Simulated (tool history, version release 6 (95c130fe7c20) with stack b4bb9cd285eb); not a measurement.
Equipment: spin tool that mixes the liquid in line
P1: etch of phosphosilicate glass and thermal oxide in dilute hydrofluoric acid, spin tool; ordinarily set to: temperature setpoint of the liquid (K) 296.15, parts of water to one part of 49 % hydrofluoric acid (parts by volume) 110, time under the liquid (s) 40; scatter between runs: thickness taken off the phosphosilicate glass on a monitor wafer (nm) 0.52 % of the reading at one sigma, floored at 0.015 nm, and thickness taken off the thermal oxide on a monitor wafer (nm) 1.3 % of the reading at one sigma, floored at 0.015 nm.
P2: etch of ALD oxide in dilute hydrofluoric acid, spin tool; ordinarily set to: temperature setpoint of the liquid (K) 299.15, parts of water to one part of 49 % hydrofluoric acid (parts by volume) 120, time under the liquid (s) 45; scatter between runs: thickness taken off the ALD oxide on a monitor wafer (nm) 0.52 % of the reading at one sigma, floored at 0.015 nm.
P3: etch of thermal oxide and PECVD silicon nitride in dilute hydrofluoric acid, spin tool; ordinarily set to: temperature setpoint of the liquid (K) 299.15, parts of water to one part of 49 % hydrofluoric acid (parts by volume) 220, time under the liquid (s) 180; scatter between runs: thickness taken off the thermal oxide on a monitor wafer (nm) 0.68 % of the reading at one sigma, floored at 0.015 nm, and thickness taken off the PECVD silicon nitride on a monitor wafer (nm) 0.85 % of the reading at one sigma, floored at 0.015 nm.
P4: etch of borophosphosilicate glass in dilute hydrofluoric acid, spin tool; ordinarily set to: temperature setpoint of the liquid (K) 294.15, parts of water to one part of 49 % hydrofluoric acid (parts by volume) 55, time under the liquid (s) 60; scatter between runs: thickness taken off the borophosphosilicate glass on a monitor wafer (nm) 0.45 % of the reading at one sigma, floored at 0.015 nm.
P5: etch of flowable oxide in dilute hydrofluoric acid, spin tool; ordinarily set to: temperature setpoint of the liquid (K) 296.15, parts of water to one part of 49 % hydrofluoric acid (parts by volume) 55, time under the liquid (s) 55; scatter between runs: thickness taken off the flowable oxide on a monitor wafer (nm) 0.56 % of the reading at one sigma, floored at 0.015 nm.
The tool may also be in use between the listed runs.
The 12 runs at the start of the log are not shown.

run	hour	process that ran	temperature setpoint of the liquid (K)	parts of water to one part of 49 % hydrofluoric acid (parts by volume)	time under the liquid (s)	hours since the thermometer was replaced	hours since the hydrofluoric acid flow meter was replaced	thickness taken off the phosphosilicate glass on a monitor wafer (nm)	thickness taken off the thermal oxide on a monitor wafer (nm)	thickness taken off the flowable oxide on a monitor wafer (nm)	thickness taken off the borophosphosilicate glass on a monitor wafer (nm)	thickness taken off the ALD oxide on a monitor wafer (nm)	thickness taken off the PECVD silicon nitride on a monitor wafer (nm)
13	103.4	P4	294.15	55	60	942.8	1358.5				43.717		
14	110.4	P3	299.15	305	180	949.8	1365.5		2.4044				1.9658
15	118.1	P1	296.15	110	40	957.5	1373.2	23.048	1.6314				
16	124.1	P5	296.15	55	100	963.5	1379.2			61.919			
17	130	P1	296.15	110	40	969.4	1385.1	23.123	1.6173				
18	138.7	P1	296.15	110	15	978.1	1393.8	8.5643	0.63955				
19	149.5	P4	294.15	55	15	988.9	1404.6				10.997		
20	155	P3	299.15	220	340	994.4	1410.1		6.8923				5.0913
21	161.8	P1	296.15	110	40	1001.2	1416.9	22.827	1.6246				
22	169.1	P2	299.15	65	45	1008.5	1424.2					22.011	
23	177.4	P4	294.15	100	60	1016.8	1432.5				23.012		
24	184	P1	296.15	110	40	1023.4	1439.1	23.052	1.6723				

Run 25 has not been measured yet. What should we expect?
25	190.9	P1	296.15	55	40	1030.3	1446	?	?				

Logged for run 25: thickness taken off the phosphosilicate glass on a monitor wafer (nm) 49.127, thickness taken off the thermal oxide on a monitor wafer (nm) 3.493.
